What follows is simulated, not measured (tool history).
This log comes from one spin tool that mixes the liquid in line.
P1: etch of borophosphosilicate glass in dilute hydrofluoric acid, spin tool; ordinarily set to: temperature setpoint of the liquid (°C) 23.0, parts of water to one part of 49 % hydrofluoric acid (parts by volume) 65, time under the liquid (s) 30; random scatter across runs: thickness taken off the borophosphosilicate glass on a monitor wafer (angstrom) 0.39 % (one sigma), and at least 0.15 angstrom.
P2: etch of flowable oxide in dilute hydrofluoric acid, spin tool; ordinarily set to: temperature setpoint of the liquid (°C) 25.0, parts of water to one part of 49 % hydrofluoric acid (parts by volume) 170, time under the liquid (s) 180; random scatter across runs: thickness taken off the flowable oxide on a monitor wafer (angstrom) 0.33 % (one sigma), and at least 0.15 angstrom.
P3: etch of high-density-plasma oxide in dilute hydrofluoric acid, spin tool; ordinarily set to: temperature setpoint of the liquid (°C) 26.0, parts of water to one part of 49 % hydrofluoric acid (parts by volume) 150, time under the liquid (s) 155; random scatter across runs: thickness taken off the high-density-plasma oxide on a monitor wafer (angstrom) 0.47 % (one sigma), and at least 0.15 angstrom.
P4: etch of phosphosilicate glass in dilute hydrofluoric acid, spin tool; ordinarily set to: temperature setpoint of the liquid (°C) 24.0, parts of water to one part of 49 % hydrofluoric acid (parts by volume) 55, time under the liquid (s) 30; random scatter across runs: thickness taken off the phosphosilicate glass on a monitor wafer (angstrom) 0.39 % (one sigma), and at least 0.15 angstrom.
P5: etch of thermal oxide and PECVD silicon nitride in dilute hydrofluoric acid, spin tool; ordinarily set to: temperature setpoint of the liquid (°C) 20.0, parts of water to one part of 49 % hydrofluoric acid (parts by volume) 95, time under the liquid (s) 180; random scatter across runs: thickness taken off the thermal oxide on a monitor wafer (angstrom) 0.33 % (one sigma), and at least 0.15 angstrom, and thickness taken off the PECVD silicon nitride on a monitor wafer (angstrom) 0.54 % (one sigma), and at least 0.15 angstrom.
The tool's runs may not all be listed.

run,hour,process that ran,temperature setpoint of the liquid (°C),parts of water to one part of 49 % hydrofluoric acid (parts by volume),time under the liquid (s),hours since the thermometer was replaced,hours since the hydrofluoric acid flow meter was replaced,thickness taken off the borophosphosilicate glass on a monitor wafer (angstrom),thickness taken off the phosphosilicate glass on a monitor wafer (angstrom),thickness taken off the high-density-plasma oxide on a monitor wafer (angstrom),thickness taken off the flowable oxide on a monitor wafer (angstrom),thickness taken off the thermal oxide on a monitor wafer (angstrom),thickness taken off the PECVD silicon nitride on a monitor wafer (angstrom)
1,5.7,P1,23.0,65,30,700.8,563.5,173.610,,,,,
2,15.3,P4,24.0,55,15,710.4,573.1,,294.17,,,,
3,24.3,P3,26.0,30,155,719.4,582.1,,,320.860,,,
4,33.0,P1,23.0,25,15,728.1,590.8,237.590,,,,,
5,41.8,P1,23.0,65,30,736.9,599.6,174.900,,,,,
6,48.2,P4,24.0,20,30,743.3,606.0,,1698.50,,,,
7,58.0,P1,23.0,30,30,753.1,615.8,392.680,,,,,
8,63.6,P2,25.0,170,180,758.7,621.4,,,,206.130,,
9,70.5,P1,23.0,65,45,765.6,628.3,260.120,,,,,
10,78.7,P1,30.0,65,30,773.8,636.5,228.810,,,,,
11,87.0,P1,23.0,105,30,782.1,644.8,102.400,,,,,
12,95.1,P1,28.5,20,30,790.2,652.9,756.510,,,,,
13,103.9,P5,28.0,95,180,799.0,661.7,,,,,100.3800,75.7310
14,110.8,P4,24.0,55,30,805.9,668.6,,587.13,,,,
15,119.9,P5,20.0,95,180,815.0,677.7,,,,,72.3860,44.5480
16,126.6,P3,26.0,150,155,821.7,684.4,,,54.725,,,
17,132.4,P1,17.0,65,30,827.5,690.2,135.340,,,,,
18,141.4,P1,23.0,65,30,836.5,699.2,174.060,,,,,
19,149.3,P1,23.0,65,30,844.4,707.1,173.550,,,,,
20,157.1,P5,20.0,20,180,852.2,714.9,,,,,377.3100,202.5200
21,162.8,P5,20.0,95,180,857.9,720.6,,,,,72.9160,44.5510
22,171.7,P3,31.5,150,155,866.8,729.5,,,66.931,,,
23,177.6,P2,25.0,290,180,872.7,735.4,,,,107.150,,
24,185.8,P2,25.0,170,70,880.9,743.6,,,,80.377,,
25,190.4,P1,23.0,65,30,885.5,748.2,174.940,,,,,
26,196.9,P1,23.0,65,15,892.0,754.7,86.027,,,,,
27,203.1,P3,26.0,150,240,898.2,760.9,,,85.101,,,
28,208.7,P4,32.0,55,30,903.8,766.5,,808.15,,,,
29,215.0,P2,17.0,170,180,910.1,772.8,,,,151.070,,
30,220.4,P1,23.0,65,30,915.5,778.2,172.980,,,,,
31,229.6,P5,20.0,95,20,924.7,787.4,,,,,7.9535,4.8911
32,235.5,P4,24.0,55,30,930.6,793.3,,586.16,,,,
33,241.6,P3,26.0,150,155,936.7,799.4,,,54.871,,,
34,248.0,P1,23.0,65,30,943.1,805.8,173.640,,,,,
35,252.8,P1,23.0,65,30,947.9,810.6,169.380,,,,,
36,257.2,P1,23.0,65,30,952.3,815.0,167.490,,,,,
37,263.2,P1,23.0,65,30,958.3,821.0,165.930,,,,,
38,269.8,P1,23.0,65,30,964.9,827.6,164.600,,,,,
39,275.4,P1,23.0,65,30,970.5,833.2,163.990,,,,,
40,283.4,P1,23.0,65,30,978.5,841.2,164.210,,,,,
41,289.0,P1,23.0,65,30,984.1,846.8,163.050,,,,,

Something has made what P1 gives creep away from where it was; the 2 causes below, each at its own stated size, fit the log equally well:
A: liquid colder than its thermometer reads (K) = 1.39
B: hydrofluoric acid flow below the setpoint (%) = 5.12
The drift started at roughly hour 248.0.

Which of the 4 check runs listed below separates the causes, so that each cause would produce a clearly different result? Each run uses one wafer, and its results are marked with question marks.
check 1,294.6,P4,24.0,20,15,,,,?,,,,
check 2,294.6,P3,26.0,45,230,,,,,?,,,
check 3,294.6,P2,18.5,170,180,,,,,,?,,
check 4,294.6,P5,26.5,50,180,,,,,,,?,?

What every check run would give for each of its results, assuming each possible cause in turn:
check,result,if A,if B
check 1,thickness taken off the phosphosilicate glass on a monitor wafer (angstrom),798.37,802.31
check 2,thickness taken off the high-density-plasma oxide on a monitor wafer (angstrom),293.640,293.900
check 3,thickness taken off the flowable oxide on a monitor wafer (angstrom),152.560,151.710
check 4,thickness taken off the thermal oxide on a monitor wafer (angstrom),180.2800,180.2800
check 4,thickness taken off the PECVD silicon nitride on a monitor wafer (angstrom),118.1500,123.0700
Per-check spread between the two closest causes, in the result where they differ most: check 1 0.49 %; check 2 0.09 %; check 3 0.56 %; check 4 4.08 %
Only in check 4 would the causes give clearly different results; in the remaining checks their results would be nearly the same.

Here is what check 4 returned: thickness taken off the thermal oxide on a monitor wafer (angstrom) 180.4000; thickness taken off the PECVD silicon nitride on a monitor wafer (angstrom) 118.9100. Which cause is it?

The cause is A: liquid colder than its thermometer reads (K).

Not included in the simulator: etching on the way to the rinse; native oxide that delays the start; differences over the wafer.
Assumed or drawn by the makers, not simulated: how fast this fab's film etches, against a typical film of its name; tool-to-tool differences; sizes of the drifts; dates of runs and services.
